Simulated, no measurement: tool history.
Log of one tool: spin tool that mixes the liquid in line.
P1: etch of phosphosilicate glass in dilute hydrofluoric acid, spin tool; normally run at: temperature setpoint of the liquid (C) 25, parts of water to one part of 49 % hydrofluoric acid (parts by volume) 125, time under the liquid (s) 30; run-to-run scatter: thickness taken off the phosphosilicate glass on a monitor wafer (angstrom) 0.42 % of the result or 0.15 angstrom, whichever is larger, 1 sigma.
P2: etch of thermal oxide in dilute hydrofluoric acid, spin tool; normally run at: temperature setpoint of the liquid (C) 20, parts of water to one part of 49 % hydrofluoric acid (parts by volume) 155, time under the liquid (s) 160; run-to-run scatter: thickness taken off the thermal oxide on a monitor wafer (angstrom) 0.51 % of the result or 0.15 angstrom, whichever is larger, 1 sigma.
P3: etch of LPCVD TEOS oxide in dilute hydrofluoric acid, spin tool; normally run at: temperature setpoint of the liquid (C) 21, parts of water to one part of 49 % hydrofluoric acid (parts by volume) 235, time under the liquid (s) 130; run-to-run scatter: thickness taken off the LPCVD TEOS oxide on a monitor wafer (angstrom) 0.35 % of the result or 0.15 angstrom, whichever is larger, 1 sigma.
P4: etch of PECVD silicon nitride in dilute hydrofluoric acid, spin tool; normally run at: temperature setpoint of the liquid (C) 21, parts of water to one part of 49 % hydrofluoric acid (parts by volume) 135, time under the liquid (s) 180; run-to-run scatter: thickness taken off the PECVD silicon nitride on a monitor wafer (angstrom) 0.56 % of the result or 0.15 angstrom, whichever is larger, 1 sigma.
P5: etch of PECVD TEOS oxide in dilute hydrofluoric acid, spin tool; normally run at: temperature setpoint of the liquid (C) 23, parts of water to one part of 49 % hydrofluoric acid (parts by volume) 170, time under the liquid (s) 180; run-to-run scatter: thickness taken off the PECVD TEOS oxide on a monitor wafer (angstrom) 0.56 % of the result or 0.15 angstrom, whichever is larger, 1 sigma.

run	hour	process that ran	temperature setpoint of the liquid (C)	parts of water to one part of 49 % hydrofluoric acid (parts by volume)	time under the liquid (s)	hours since the thermometer was replaced	hours since the hydrofluoric acid flow meter was replaced	thickness taken off the phosphosilicate glass on a monitor wafer (angstrom)	thickness taken off the LPCVD TEOS oxide on a monitor wafer (angstrom)	thickness taken off the PECVD silicon nitride on a monitor wafer (angstrom)	thickness taken off the thermal oxide on a monitor wafer (angstrom)	thickness taken off the PECVD TEOS oxide on a monitor wafer (angstrom)
1	12.5	P1	25	125	30	641.7	575.2	312.18				
2	21.9	P3	21	235	130	651.1	584.6		96.816			
3	33.2	P1	25	35	30	662.4	595.9	1256				
4	42.6	P1	25	125	30	671.8	605.3	312.27				
5	53.8	P3	17	235	130	683	616.5		83.191			
6	66	P1	25	125	30	695.2	628.7	309.32				
7	79.6	P4	21	75	180	708.8	642.3			86.703		
8	91.4	P2	20	155	280	720.6	654.1				72.921	
9	101.9	P4	21	135	180	731.1	664.6			48.852		
10	114.2	P2	20	155	160	743.4	676.9				41.725	
11	121.5	P2	17	155	160	750.7	684.2				36.811	
12	133.6	P5	17	170	180	762.8	696.3					63.733
13	145.6	P1	29	125	30	774.8	708.3	362.44				
14	153.6	P1	25	125	30	782.8	716.3	312.31				
15	165.8	P4	28	135	180	795	728.5			76.994		
16	173.2	P1	25	125	55	802.4	735.9	574.71				
17	184.5	P1	25	220	30	813.7	747.2	158.69				
18	192.7	P5	23	170	180	821.9	755.4					80.574
19	206.7	P4	21	135	25	835.9	769.4			7.0316		
20	215.5	P1	25	50	50	844.7	778.2	1423.8				
21	229.2	P5	23	170	310	858.4	791.9					137.9
22	238.5	P3	21	400	130	867.7	801.2		48.938			
23	250.7	P2	20	65	160	879.9	813.4				109.32	
24	263.9	P1	25	125	15	893.1	826.6	154.77				
25	278.8	P1	25	125	30	908	841.5	311.8				
26	287.9	P5	23	95	180	917.1	850.6					156.43
27	303.7	P3	21	235	240	932.9	866.4		178.52			
28	315.8	P1	19	125	30	945	878.5	245.25				
29	331	P1	25	125	30	960.2	893.7	314.19				
30	341.8	P1	25	125	30	971	904.5	325.13				
31	349	P1	25	125	30	978.2	911.7	332.5				
32	356.4	P1	25	125	30	985.6	919.1	337.59				
33	364	P1	25	125	30	993.2	926.7	338.05				
34	378.3	P1	25	125	30	1007.5	941	338.15				
35	393.1	P1	25	125	30	1022.3	955.8	340.37				

What P1 gives has crept away from where it was. These 2 causes fit the log equally well, each at the size given:
A: liquid hotter than its thermometer reads (K) = 2.23
B: hydrofluoric acid flow above the setpoint (%) = 7.69
The creep began at about hour 331.

4 check runs are offered, one wafer each, their results left as question marks. Which one tells the causes apart?
check 1	407.9	P2	20	155	160						?	
check 2	407.9	P3	21	235	130				?			
check 3	407.9	P4	21	135	180					?		
check 4	407.9	P5	23	170	180							?

What each check would give under each cause:
check	result	if A	if B
check 1	thickness taken off the thermal oxide on a monitor wafer (angstrom)	45.483	45.399
check 2	thickness taken off the LPCVD TEOS oxide on a monitor wafer (angstrom)	105.25	106.11
check 3	thickness taken off the PECVD silicon nitride on a monitor wafer (angstrom)	56.485	52.422
check 4	thickness taken off the PECVD TEOS oxide on a monitor wafer (angstrom)	86.995	87.293
How far apart the two closest causes lie, in the result that separates them most: check 1 0.19 %; check 2 0.81 %; check 3 7.46 %; check 4 0.34 %
Only check 3 tells the causes apart: in the others they would give nearly the same result.

Then check 3 was run and gave: thickness taken off the PECVD silicon nitride on a monitor wafer (angstrom) 57.188. Which cause is it?

It is A: liquid hotter than its thermometer reads (K).
